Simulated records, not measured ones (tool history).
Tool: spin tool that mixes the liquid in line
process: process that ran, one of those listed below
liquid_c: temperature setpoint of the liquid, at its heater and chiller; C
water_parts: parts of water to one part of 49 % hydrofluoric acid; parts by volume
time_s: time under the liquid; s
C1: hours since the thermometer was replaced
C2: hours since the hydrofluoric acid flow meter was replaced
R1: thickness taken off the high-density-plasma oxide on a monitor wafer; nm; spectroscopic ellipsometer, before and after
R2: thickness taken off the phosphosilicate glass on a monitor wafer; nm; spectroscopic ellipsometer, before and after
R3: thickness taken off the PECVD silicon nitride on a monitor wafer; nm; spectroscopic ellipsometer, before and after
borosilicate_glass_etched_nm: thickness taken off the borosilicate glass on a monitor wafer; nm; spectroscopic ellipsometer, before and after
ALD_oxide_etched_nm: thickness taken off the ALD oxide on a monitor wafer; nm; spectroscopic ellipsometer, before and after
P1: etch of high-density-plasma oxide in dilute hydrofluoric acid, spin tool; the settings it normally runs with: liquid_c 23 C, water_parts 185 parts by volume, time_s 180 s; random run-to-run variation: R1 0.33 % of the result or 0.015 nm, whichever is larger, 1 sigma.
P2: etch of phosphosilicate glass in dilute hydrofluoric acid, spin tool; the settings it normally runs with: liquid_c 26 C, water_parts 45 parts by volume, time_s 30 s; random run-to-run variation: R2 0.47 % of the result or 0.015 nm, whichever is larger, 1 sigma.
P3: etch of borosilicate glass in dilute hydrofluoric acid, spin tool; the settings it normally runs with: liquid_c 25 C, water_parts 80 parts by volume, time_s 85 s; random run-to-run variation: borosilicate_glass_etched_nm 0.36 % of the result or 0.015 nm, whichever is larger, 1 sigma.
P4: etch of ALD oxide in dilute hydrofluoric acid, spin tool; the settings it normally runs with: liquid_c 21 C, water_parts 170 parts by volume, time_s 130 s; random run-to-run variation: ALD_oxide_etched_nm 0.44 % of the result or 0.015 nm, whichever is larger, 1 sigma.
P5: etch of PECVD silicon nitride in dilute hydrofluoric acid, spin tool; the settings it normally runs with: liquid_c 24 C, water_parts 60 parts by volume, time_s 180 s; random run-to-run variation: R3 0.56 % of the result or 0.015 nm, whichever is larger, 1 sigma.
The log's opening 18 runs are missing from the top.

Run 19, hour 166.9: process P2, liquid_c 26 C, water_parts 45 parts by volume, time_s 15 s; C1 96.9; C2 1176.7. Result: R2 56.729 nm.
Run 20, hour 175.1: process P1, liquid_c 23 C, water_parts 185 parts by volume, time_s 180 s; C1 105.1; C2 1184.9. Result: R1 9.0978 nm.
Run 21, hour 183.4: process P4, liquid_c 21 C, water_parts 170 parts by volume, time_s 245 s; C1 113.4; C2 1193.2. Result: ALD_oxide_etched_nm 14.988 nm.
Run 22, hour 194.7: process P1, liquid_c 17.5 C, water_parts 185 parts by volume, time_s 180 s; C1 124.7; C2 1204.5. Result: R1 7.3506 nm.
Run 23, hour 206.6: process P1, liquid_c 23 C, water_parts 185 parts by volume, time_s 180 s; C1 136.6; C2 1216.4. Result: R1 9.1166 nm.
Run 24, hour 215.5: process P1, liquid_c 23 C, water_parts 185 parts by volume, time_s 100 s; C1 145.5; C2 1225.3. Result: R1 5.0636 nm.
Run 25, hour 223.6: process P1, liquid_c 23 C, water_parts 185 parts by volume, time_s 180 s; C1 153.6; C2 1233.4. Result: R1 9.1856 nm.
Run 26, hour 229.6: process P3, liquid_c 25 C, water_parts 80 parts by volume, time_s 85 s; C1 159.6; C2 1239.4. Result: borosilicate_glass_etched_nm 35.644 nm.
Run 27, hour 238.5: process P1, liquid_c 26.5 C, water_parts 110 parts by volume, time_s 180 s; C1 168.5; C2 1248.3. Result: R1 19.093 nm.
Run 28, hour 251: process P1, liquid_c 23 C, water_parts 110 parts by volume, time_s 180 s; C1 181; C2 1260.8. Result: R1 16.632 nm.
Run 29, hour 258: process P5, liquid_c 31.5 C, water_parts 60 parts by volume, time_s 180 s; C1 188; C2 1267.8. Result: R3 15.758 nm.
Run 30, hour 271.3: process P1, liquid_c 23 C, water_parts 270 parts by volume, time_s 180 s; C1 201.3; C2 1281.1. Result: R1 5.7436 nm.
Run 31, hour 277.7: process P5, liquid_c 24 C, water_parts 95 parts by volume, time_s 180 s; C1 207.7; C2 1287.5. Result: R3 6.2417 nm.
Run 32, hour 285: process P4, liquid_c 21 C, water_parts 170 parts by volume, time_s 130 s; C1 215; C2 1294.8. Result: ALD_oxide_etched_nm 7.9354 nm.
Run 33, hour 295.9: process P1, liquid_c 23 C, water_parts 185 parts by volume, time_s 180 s; C1 225.9; C2 1305.7. Result: R1 9.1269 nm.
Run 34, hour 304.1: process P1, liquid_c 23 C, water_parts 185 parts by volume, time_s 180 s; C1 234.1; C2 1313.9. Result: R1 9.1178 nm.
Run 35, hour 314.9: process P1, liquid_c 23 C, water_parts 185 parts by volume, time_s 180 s; C1 244.9; C2 1324.7. Result: R1 8.7576 nm.
Run 36, hour 322.3: process P1, liquid_c 23 C, water_parts 185 parts by volume, time_s 180 s; C1 252.3; C2 1332.1. Result: R1 8.5302 nm.

Forecast run 37:
Run 37, hour 328.9: process P1, liquid_c 23 C, water_parts 185 parts by volume, time_s 180 s; C1 258.9; C2 1338.7. Result: R1 ?.

{"run 37": {"R1": 8.5472}}
